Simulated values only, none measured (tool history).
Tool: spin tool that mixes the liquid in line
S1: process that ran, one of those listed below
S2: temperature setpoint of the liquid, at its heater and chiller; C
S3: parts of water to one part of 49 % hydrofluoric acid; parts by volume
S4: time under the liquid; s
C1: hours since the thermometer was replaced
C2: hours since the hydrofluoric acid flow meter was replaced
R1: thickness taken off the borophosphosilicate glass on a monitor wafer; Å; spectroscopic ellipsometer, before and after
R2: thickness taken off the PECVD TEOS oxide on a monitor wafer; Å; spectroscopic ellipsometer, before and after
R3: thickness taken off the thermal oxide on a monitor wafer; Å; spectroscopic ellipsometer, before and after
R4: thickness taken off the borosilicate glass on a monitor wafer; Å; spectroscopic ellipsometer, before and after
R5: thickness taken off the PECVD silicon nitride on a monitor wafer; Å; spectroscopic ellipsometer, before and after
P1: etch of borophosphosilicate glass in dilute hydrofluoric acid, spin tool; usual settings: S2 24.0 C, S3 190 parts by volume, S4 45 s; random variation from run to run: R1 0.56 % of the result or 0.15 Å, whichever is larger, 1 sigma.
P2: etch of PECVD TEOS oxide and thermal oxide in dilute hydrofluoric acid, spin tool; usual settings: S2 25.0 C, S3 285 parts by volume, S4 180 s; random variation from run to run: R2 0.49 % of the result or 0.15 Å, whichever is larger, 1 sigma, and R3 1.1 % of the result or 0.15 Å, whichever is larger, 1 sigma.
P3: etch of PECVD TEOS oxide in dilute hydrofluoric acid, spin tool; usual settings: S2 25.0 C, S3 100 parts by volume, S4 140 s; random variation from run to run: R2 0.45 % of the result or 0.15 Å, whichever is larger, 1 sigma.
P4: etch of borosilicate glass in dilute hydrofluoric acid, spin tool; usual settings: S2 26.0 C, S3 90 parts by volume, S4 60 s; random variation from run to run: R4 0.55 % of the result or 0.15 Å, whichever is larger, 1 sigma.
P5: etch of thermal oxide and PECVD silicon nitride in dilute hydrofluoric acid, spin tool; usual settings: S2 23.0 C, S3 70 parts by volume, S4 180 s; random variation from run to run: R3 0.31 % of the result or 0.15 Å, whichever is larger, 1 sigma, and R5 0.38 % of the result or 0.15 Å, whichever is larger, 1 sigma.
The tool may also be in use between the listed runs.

run,hour,S1,S2,S3,S4,C1,C2,R1,R2,R3,R4,R5
1,8.7,P1,24.0,190,45,1441.4,1201.4,140.560,,,,
2,14.2,P1,24.0,190,45,1446.9,1206.9,139.460,,,,
3,19.2,P3,25.0,60,140,1451.9,1211.9,,346.590,,,
4,23.8,P3,25.0,100,140,1456.5,1216.5,,197.340,,,
5,32.1,P1,24.0,190,45,1464.8,1224.8,141.790,,,,
6,38.9,P2,25.0,285,70,1471.6,1231.6,,29.000,9.8218,,
7,43.6,P1,29.0,190,45,1476.3,1236.3,167.770,,,,
8,52.7,P4,26.0,90,60,1485.4,1245.4,,,,130.090,
9,58.3,P5,23.0,30,180,1491.0,1251.0,,,283.7300,,319.83
10,65.0,P4,26.0,90,15,1497.7,1257.7,,,,32.827,
11,74.3,P4,26.0,90,60,1507.0,1267.0,,,,129.030,
12,82.8,P1,24.0,310,15,1515.5,1275.5,25.483,,,,
13,92.7,P1,18.0,190,15,1525.4,1285.4,37.899,,,,
14,100.0,P3,25.0,100,15,1532.7,1292.7,,21.192,,,
15,105.1,P5,23.0,70,280,1537.8,1297.8,,,179.9900,,217.19
16,112.0,P1,19.5,190,45,1544.7,1304.7,119.540,,,,
17,119.6,P1,24.0,190,15,1552.3,1312.3,46.941,,,,
18,125.8,P3,30.5,100,140,1558.5,1318.5,,244.910,,,
19,134.9,P1,31.5,305,45,1567.6,1327.6,99.396,,,,
20,142.4,P5,23.0,70,180,1575.1,1335.1,,,115.2900,,140.06
21,148.0,P1,24.0,190,75,1580.7,1340.7,236.960,,,,
22,153.6,P1,24.0,90,45,1586.3,1346.3,335.270,,,,
23,164.2,P1,24.0,190,45,1596.9,1356.9,141.580,,,,
24,170.0,P2,25.0,285,180,1602.7,1362.7,,74.106,25.6370,,
25,176.8,P1,24.0,190,45,1609.5,1369.5,141.360,,,,
26,182.3,P1,24.0,190,45,1615.0,1375.0,141.160,,,,
27,189.8,P3,25.0,100,140,1622.5,1382.5,,196.950,,,
28,195.0,P4,21.5,90,60,1627.7,1387.7,,,,107.930,
29,203.5,P1,24.0,275,45,1636.2,1396.2,89.222,,,,
30,212.0,P4,26.0,45,60,1644.7,1404.7,,,,274.150,
31,222.1,P5,19.0,70,180,1654.8,1414.8,,,97.5230,,106.31
32,231.5,P2,25.0,105,180,1664.2,1424.2,,246.520,86.0010,,
33,236.5,P1,24.0,190,45,1669.2,1429.2,142.580,,,,
34,244.3,P2,31.0,285,180,1677.0,1437.0,,91.208,31.4150,,
35,252.9,P2,25.0,285,180,1685.6,1445.6,,73.774,25.5900,,
36,261.9,P5,23.0,70,180,1694.6,1454.6,,,115.4600,,140.85
37,267.1,P1,24.0,190,45,1699.8,1459.8,139.500,,,,
38,274.2,P1,24.0,190,45,1706.9,1466.9,136.960,,,,
39,284.6,P1,24.0,190,45,1717.3,1477.3,133.770,,,,
40,293.5,P1,24.0,190,45,1726.2,1486.2,135.430,,,,
41,299.3,P1,24.0,190,45,1732.0,1492.0,133.880,,,,
42,309.5,P1,24.0,190,45,1742.2,1502.2,131.260,,,,
43,319.7,P1,24.0,190,45,1752.4,1512.4,133.130,,,,
44,328.0,P1,24.0,190,45,1760.7,1520.7,131.230,,,,

What P1 gives has crept away from where it was. These 2 causes fit the log equally well, each at the size given:
A: hydrofluoric acid flow below the setpoint (%) = 5.15
B: liquid colder than its thermometer reads (K) = 1.71
The creep began at about hour 267.1.

4 check runs are offered, one wafer each, their results left as question marks. Which one tells the causes apart?
check 1,336.3,P3,25.0,100,140,,,,?,,,
check 2,336.3,P4,26.0,90,60,,,,,,?,
check 3,336.3,P2,25.0,285,180,,,,?,?,,
check 4,336.3,P5,23.0,70,180,,,,,?,,?

What each check would give under each cause:
check,result,if A,if B
check 1,R2,185.250,183.780
check 2,R4,121.650,120.640
check 3,R2,69.395,69.988
check 3,R3,24.0700,24.2760
check 4,R3,109.0400,107.6600
check 4,R5,132.70,124.47
How far apart the two closest causes lie, in the result that separates them most: check 1 0.8 %; check 2 0.83 %; check 3 0.85 %; check 4 6.4 %
Only check 4 tells the causes apart: in the others they would give nearly the same result.

Then check 4 was run and gave: R3 107.1700 Å; R5 124.87 Å. Which cause is it?

It is B: liquid colder than its thermometer reads (K).
